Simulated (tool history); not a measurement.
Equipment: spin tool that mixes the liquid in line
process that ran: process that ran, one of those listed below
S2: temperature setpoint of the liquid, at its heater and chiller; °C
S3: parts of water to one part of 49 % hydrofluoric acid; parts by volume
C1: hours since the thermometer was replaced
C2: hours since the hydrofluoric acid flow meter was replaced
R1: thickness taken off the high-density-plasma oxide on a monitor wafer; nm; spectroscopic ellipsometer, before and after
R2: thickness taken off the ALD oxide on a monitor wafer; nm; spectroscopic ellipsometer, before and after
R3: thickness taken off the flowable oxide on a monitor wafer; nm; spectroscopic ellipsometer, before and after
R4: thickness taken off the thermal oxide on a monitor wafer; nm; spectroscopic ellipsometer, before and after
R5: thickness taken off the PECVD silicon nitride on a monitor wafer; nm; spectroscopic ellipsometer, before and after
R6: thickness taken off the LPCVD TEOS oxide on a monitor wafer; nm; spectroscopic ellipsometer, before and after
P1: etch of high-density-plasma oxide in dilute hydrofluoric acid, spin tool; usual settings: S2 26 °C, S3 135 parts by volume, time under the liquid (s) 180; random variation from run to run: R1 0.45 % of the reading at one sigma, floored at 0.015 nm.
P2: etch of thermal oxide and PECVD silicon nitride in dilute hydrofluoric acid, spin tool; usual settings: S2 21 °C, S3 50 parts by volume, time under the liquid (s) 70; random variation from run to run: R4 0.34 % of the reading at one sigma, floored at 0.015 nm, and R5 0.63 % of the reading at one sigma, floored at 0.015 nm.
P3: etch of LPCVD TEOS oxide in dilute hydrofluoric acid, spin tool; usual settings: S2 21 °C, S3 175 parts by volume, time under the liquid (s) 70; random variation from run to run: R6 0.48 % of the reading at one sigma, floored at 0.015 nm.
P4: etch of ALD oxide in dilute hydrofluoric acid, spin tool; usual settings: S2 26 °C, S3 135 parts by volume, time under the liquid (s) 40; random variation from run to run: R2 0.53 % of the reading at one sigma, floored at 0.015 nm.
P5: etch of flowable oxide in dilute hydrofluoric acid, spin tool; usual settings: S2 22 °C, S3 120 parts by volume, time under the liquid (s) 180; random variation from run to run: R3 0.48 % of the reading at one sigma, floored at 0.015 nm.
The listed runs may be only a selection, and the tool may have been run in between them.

run 1 hour=9.8 | process_that_ran=P1 S2=26 S3=135 time_under_the_liquid_(s)=180 | C1=620 C2=175.8 | R1=7.5904
run 2 hour=20.6 | process_that_ran=P1 S2=26 S3=135 time_under_the_liquid_(s)=180 | C1=630.8 C2=186.6 | R1=7.5493
run 3 hour=35.3 | process_that_ran=P1 S2=32 S3=135 time_under_the_liquid_(s)=80 | C1=645.5 C2=201.3 | R1=4.2232
run 4 hour=49.8 | process_that_ran=P4 S2=26 S3=40 time_under_the_liquid_(s)=40 | C1=660 C2=215.8 | R2=28.166
run 5 hour=59.1 | process_that_ran=P4 S2=26 S3=135 time_under_the_liquid_(s)=40 | C1=669.3 C2=225.1 | R2=7.3438
run 6 hour=72.6 | process_that_ran=P1 S2=32 S3=135 time_under_the_liquid_(s)=180 | C1=682.8 C2=238.6 | R1=9.4667
run 7 hour=85.5 | process_that_ran=P5 S2=22 S3=120 time_under_the_liquid_(s)=180 | C1=695.7 C2=251.5 | R3=31.514
run 8 hour=98.9 | process_that_ran=P1 S2=20 S3=135 time_under_the_liquid_(s)=180 | C1=709.1 C2=264.9 | R1=6.0317
run 9 hour=107.8 | process_that_ran=P2 S2=29 S3=50 time_under_the_liquid_(s)=70 | C1=718 C2=273.8 | R4=8.809 R5=7.5897
run 10 hour=122.7 | process_that_ran=P5 S2=26.5 S3=120 time_under_the_liquid_(s)=180 | C1=732.9 C2=288.7 | R3=38.228
run 11 hour=139.4 | process_that_ran=P1 S2=26 S3=70 time_under_the_liquid_(s)=180 | C1=749.6 C2=305.4 | R1=16.032
run 12 hour=153.7 | process_that_ran=P5 S2=22 S3=120 time_under_the_liquid_(s)=305 | C1=763.9 C2=319.7 | R3=54.274
run 13 hour=166.5 | process_that_ran=P3 S2=21 S3=175 time_under_the_liquid_(s)=120 | C1=776.7 C2=332.5 | R6=31.922
run 14 hour=182 | process_that_ran=P5 S2=22 S3=210 time_under_the_liquid_(s)=180 | C1=792.2 C2=348 | R3=16.588
run 15 hour=192.4 | process_that_ran=P1 S2=21 S3=60 time_under_the_liquid_(s)=180 | C1=802.6 C2=358.4 | R1=15.315
run 16 hour=210.3 | process_that_ran=P1 S2=26 S3=135 time_under_the_liquid_(s)=180 | C1=820.5 C2=376.3 | R1=7.5559
run 17 hour=219.7 | process_that_ran=P3 S2=21 S3=175 time_under_the_liquid_(s)=70 | C1=829.9 C2=385.7 | R6=18.587
run 18 hour=230.5 | process_that_ran=P3 S2=21 S3=295 time_under_the_liquid_(s)=70 | C1=840.7 C2=396.5 | R6=9.7983
run 19 hour=246.7 | process_that_ran=P2 S2=21 S3=20 time_under_the_liquid_(s)=70 | C1=856.9 C2=412.7 | R4=16.537 R5=10.823
run 20 hour=260.5 | process_that_ran=P5 S2=22 S3=120 time_under_the_liquid_(s)=180 | C1=870.7 C2=426.5 | R3=31.954
run 21 hour=280 | process_that_ran=P2 S2=21 S3=50 time_under_the_liquid_(s)=70 | C1=890.2 C2=446 | R4=6.3101 R5=4.4362
run 22 hour=299.1 | process_that_ran=P1 S2=26 S3=135 time_under_the_liquid_(s)=335 | C1=909.3 C2=465.1 | R1=14.173
run 23 hour=307.6 | process_that_ran=P1 S2=26 S3=135 time_under_the_liquid_(s)=40 | C1=917.8 C2=473.6 | R1=1.7145
run 24 hour=319.9 | process_that_ran=P4 S2=18 S3=135 time_under_the_liquid_(s)=40 | C1=930.1 C2=485.9 | R2=5.3897
run 25 hour=330.3 | process_that_ran=P3 S2=17 S3=175 time_under_the_liquid_(s)=70 | C1=940.5 C2=496.3 | R6=15.962
run 26 hour=346.8 | process_that_ran=P2 S2=21 S3=50 time_under_the_liquid_(s)=15 | C1=957 C2=512.8 | R4=1.3465 R5=0.96733
run 27 hour=356 | process_that_ran=P1 S2=26 S3=135 time_under_the_liquid_(s)=180 | C1=966.2 C2=522 | R1=7.5781
run 28 hour=374.4 | process_that_ran=P4 S2=26 S3=135 time_under_the_liquid_(s)=15 | C1=984.6 C2=540.4 | R2=2.781
run 29 hour=392.1 | process_that_ran=P1 S2=26 S3=215 time_under_the_liquid_(s)=180 | C1=1002.3 C2=558.1 | R1=4.3238
run 30 hour=408.8 | process_that_ran=P4 S2=26 S3=135 time_under_the_liquid_(s)=40 | C1=1019 C2=574.8 | R2=7.3461
run 31 hour=427.1 | process_that_ran=P1 S2=26 S3=135 time_under_the_liquid_(s)=180 | C1=1037.3 C2=593.1 | R1=7.628
run 32 hour=444.6 | process_that_ran=P1 S2=26 S3=135 time_under_the_liquid_(s)=180 | C1=1054.8 C2=610.6 | R1=7.4113
run 33 hour=463.3 | process_that_ran=P1 S2=26 S3=135 time_under_the_liquid_(s)=180 | C1=1073.5 C2=629.3 | R1=7.2927
run 34 hour=475.2 | process_that_ran=P1 S2=26 S3=135 time_under_the_liquid_(s)=180 | C1=1085.4 C2=641.2 | R1=7.2243
run 35 hour=493.3 | process_that_ran=P1 S2=26 S3=135 time_under_the_liquid_(s)=180 | C1=1103.5 C2=659.3 | R1=7.2753
run 36 hour=504.4 | process_that_ran=P1 S2=26 S3=135 time_under_the_liquid_(s)=180 | C1=1114.6 C2=670.4 | R1=7.1794
run 37 hour=523.8 | process_that_ran=P1 S2=26 S3=135 time_under_the_liquid_(s)=180 | C1=1134 C2=689.8 | R1=7.2643
run 38 hour=540.2 | process_that_ran=P1 S2=26 S3=135 time_under_the_liquid_(s)=180 | C1=1150.4 C2=706.2 | R1=7.2395
run 39 hour=548.8 | process_that_ran=P1 S2=26 S3=135 time_under_the_liquid_(s)=180 | C1=1159 C2=714.8 | R1=7.2784

P1 has crept away from where it was. The log is fitted equally well by each of these 2 causes, at the sizes shown:
A: hydrofluoric acid flow below the setpoint (%) = 4.46
B: liquid colder than its thermometer reads (K) = 1.4
Creep in the process output first set in at about hour 427.1.

Which of the 4 check runs listed below, each an average over 2 wafers with its results shown as question marks, gives clearly different results under the different listed causes?
run check 1 hour=557.4 | process_that_ran=P5 S2=25.5 S3=170 time_under_the_liquid_(s)=180 | R3=?
run check 2 hour=557.4 | process_that_ran=P4 S2=18.5 S3=135 time_under_the_liquid_(s)=25 | R2=?
run check 3 hour=557.4 | process_that_ran=P2 S2=28.5 S3=50 time_under_the_liquid_(s)=25 | R4=? R5=?
run check 4 hour=557.4 | process_that_ran=P3 S2=17 S3=175 time_under_the_liquid_(s)=70 | R6=?

Check results expected under each cause:
check=check_1 result=R3 if_A=23.059 if_B=23.114
check=check_2 result=R2 if_A=3.2584 if_B=3.2408
check=check_3 result=R4 if_A=2.9299 if_B=2.9097
check=check_3 result=R5 if_A=2.5198 if_B=2.4045
check=check_4 result=R6 if_A=15.079 if_B=15.023
How far apart the two closest causes lie, in the result that separates them most: check 1 0.24 %; check 2 0.54 %; check 3 4.68 %; check 4 0.37 %
Check 3 tells the causes apart: in the others they would give nearly the same result.

Here is what check 3 returned: R4 2.9234 nm; R5 2.4992 nm. Which cause is it?

Of the candidate causes, it is A: hydrofluoric acid flow below the setpoint (%).
